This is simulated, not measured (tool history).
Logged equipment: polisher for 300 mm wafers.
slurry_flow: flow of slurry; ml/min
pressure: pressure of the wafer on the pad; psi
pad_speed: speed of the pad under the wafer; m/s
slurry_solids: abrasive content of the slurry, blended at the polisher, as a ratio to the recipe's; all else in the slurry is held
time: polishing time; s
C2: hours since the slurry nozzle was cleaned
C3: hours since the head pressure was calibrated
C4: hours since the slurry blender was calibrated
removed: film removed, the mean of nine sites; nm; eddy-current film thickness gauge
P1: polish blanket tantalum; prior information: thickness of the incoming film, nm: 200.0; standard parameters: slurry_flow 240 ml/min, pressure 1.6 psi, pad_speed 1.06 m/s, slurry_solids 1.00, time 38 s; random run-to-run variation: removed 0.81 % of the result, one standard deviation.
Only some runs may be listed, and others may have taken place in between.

Run 1, hour 4.7: slurry_flow 240 ml/min, pressure 1.6 psi, pad_speed 1.06 m/s, slurry_solids 1.00, time 38 s; wafers polished on this pad 540; C2 442.2; C3 458.3; C4 184.5. Result: removed 45.607 nm.
Run 2, hour 12.4: slurry_flow 240 ml/min, pressure 2.1 psi, pad_speed 1.06 m/s, slurry_solids 1.00, time 55 s; wafers polished on this pad 610; C2 449.9; C3 466.0; C4 192.2. Result: removed 86.782 nm.
Run 3, hour 19.4: slurry_flow 240 ml/min, pressure 1.6 psi, pad_speed 1.06 m/s, slurry_solids 1.00, time 17 s; wafers polished on this pad 674; C2 456.9; C3 473.0; C4 199.2. Result: removed 20.335 nm.
Run 4, hour 27.7: slurry_flow 240 ml/min, pressure 1.6 psi, pad_speed 1.06 m/s, slurry_solids 0.55, time 38 s; wafers polished on this pad 750; C2 465.2; C3 481.3; C4 207.5. Result: removed 36.660 nm.
Run 5, hour 34.1: slurry_flow 240 ml/min, pressure 1.6 psi, pad_speed 1.06 m/s, slurry_solids 1.30, time 38 s; wafers polished on this pad 808; C2 471.6; C3 487.7; C4 213.9. Result: removed 48.728 nm.
Run 6, hour 42.0: slurry_flow 240 ml/min, pressure 1.6 psi, pad_speed 1.06 m/s, slurry_solids 1.00, time 59 s; wafers polished on this pad 880; C2 479.5; C3 495.6; C4 221.8. Result: removed 70.597 nm.
Run 7, hour 50.1: slurry_flow 240 ml/min, pressure 1.6 psi, pad_speed 1.06 m/s, slurry_solids 1.00, time 38 s; wafers polished on this pad 954; C2 487.6; C3 503.7; C4 229.9. Result: removed 45.354 nm.
Run 8, hour 55.0: slurry_flow 240 ml/min, pressure 1.6 psi, pad_speed 1.64 m/s, slurry_solids 1.00, time 38 s; wafers polished on this pad 998; C2 492.5; C3 508.6; C4 234.8. Result: removed 70.726 nm.
Run 9, hour 61.6: slurry_flow 180 ml/min, pressure 1.6 psi, pad_speed 1.60 m/s, slurry_solids 1.00, time 38 s; wafers polished on this pad 1058; C2 499.1; C3 515.2; C4 241.4. Result: removed 66.132 nm.
Run 10, hour 66.0: slurry_flow 240 ml/min, pressure 2.3 psi, pad_speed 1.06 m/s, slurry_solids 1.00, time 38 s; wafers polished on this pad 1098; C2 503.5; C3 519.6; C4 245.8. Result: removed 66.022 nm.
Run 11, hour 72.8: slurry_flow 240 ml/min, pressure 1.6 psi, pad_speed 1.06 m/s, slurry_solids 1.00, time 38 s; wafers polished on this pad 1160; C2 510.3; C3 526.4; C4 252.6. Result: removed 44.928 nm.
Run 12, hour 78.9: slurry_flow 160 ml/min, pressure 1.6 psi, pad_speed 1.06 m/s, slurry_solids 1.20, time 38 s; wafers polished on this pad 1216; C2 516.4; C3 532.5; C4 258.7. Result: removed 45.158 nm.
Run 13, hour 84.9: slurry_flow 240 ml/min, pressure 1.6 psi, pad_speed 0.48 m/s, slurry_solids 1.00, time 38 s; wafers polished on this pad 1270; C2 522.4; C3 538.5; C4 264.7. Result: removed 20.789 nm.
Run 14, hour 91.1: slurry_flow 240 ml/min, pressure 0.9 psi, pad_speed 1.06 m/s, slurry_solids 1.00, time 38 s; wafers polished on this pad 1327; C2 528.6; C3 544.7; C4 270.9. Result: removed 25.901 nm.
Run 15, hour 98.7: slurry_flow 240 ml/min, pressure 1.6 psi, pad_speed 1.06 m/s, slurry_solids 1.00, time 38 s; wafers polished on this pad 1396; C2 536.2; C3 552.3; C4 278.5. Result: removed 45.349 nm.
Run 16, hour 102.7: slurry_flow 240 ml/min, pressure 1.6 psi, pad_speed 1.06 m/s, slurry_solids 1.00, time 38 s; wafers polished on this pad 1433; C2 540.2; C3 556.3; C4 282.5. Result: removed 45.391 nm.

What will run 17 give?
Run 17, hour 107.6: slurry_flow 145 ml/min, pressure 1.6 psi, pad_speed 1.06 m/s, slurry_solids 1.00, time 38 s; wafers polished on this pad 1477; C2 545.1; C3 561.2; C4 287.4. Result: removed ?.

Run 17 came out at removed 42.300 nm.

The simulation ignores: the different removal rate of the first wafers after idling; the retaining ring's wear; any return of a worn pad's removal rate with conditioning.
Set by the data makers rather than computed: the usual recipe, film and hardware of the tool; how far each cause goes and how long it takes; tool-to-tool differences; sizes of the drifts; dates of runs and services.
